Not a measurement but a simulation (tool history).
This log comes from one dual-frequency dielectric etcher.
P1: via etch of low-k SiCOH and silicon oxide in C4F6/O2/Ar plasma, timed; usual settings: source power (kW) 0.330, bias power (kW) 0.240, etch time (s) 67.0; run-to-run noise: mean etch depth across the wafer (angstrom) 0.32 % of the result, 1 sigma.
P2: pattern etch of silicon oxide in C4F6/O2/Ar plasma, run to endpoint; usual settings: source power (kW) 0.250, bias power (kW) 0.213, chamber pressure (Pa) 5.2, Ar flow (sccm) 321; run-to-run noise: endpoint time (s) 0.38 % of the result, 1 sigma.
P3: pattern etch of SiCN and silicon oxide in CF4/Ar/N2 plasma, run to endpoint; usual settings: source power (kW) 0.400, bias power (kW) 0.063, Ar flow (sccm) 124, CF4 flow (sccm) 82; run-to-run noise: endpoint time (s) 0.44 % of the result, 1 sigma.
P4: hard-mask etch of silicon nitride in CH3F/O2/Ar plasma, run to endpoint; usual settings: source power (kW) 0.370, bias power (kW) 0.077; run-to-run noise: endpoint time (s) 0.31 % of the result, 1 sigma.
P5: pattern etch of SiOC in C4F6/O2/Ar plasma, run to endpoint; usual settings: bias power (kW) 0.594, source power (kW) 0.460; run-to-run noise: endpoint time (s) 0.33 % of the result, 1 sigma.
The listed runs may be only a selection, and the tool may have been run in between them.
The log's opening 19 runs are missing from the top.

run    day  process that ran  source power (kW)  bias power (kW)  etch time (s)  chamber pressure (Pa)  Ar flow (sccm)  CF4 flow (sccm)  hours since the last wet clean  hours since the last source power generator calibration  hours since the last bias power generator calibration  mean etch depth across the wafer (angstrom)  endpoint time (s)
 20  4.771                P4              0.370            0.102                                                                                                  412.7                                                    650.4                                                 1739.4                                                          56.833
 21  5.058                P1              0.330            0.305           67.0                                                                                   419.6                                                    657.3                                                 1746.3                                       2084.5
 22  5.296                P1              0.280            0.240           42.5                                                                                   425.3                                                    663.0                                                 1752.0                                       1144.0
 23  5.504                P1              0.330            0.240           67.0                                                                                   430.3                                                    668.0                                                 1757.0                                       1919.6
 24  5.725                P1              0.330            0.240           44.0                                                                                   435.6                                                    673.3                                                 1762.3                                       1264.2
 25  5.979                P3              0.400            0.063                                                   172               82                           441.7                                                    679.4                                                 1768.4                                                          15.326
 26  6.175                P1              0.330            0.140           67.0                                                                                   446.4                                                    684.1                                                 1773.1                                       1618.4
 27  6.342                P1              0.330            0.240           67.0                                                                                   450.4                                                    688.1                                                 1777.1                                       1922.3

Predict the results of run 28:
 28  6.600                P3              0.400            0.063                                                   124               82                           456.6                                                    694.3                                                 1783.3                                                               ?

endpoint time (s): 14.618
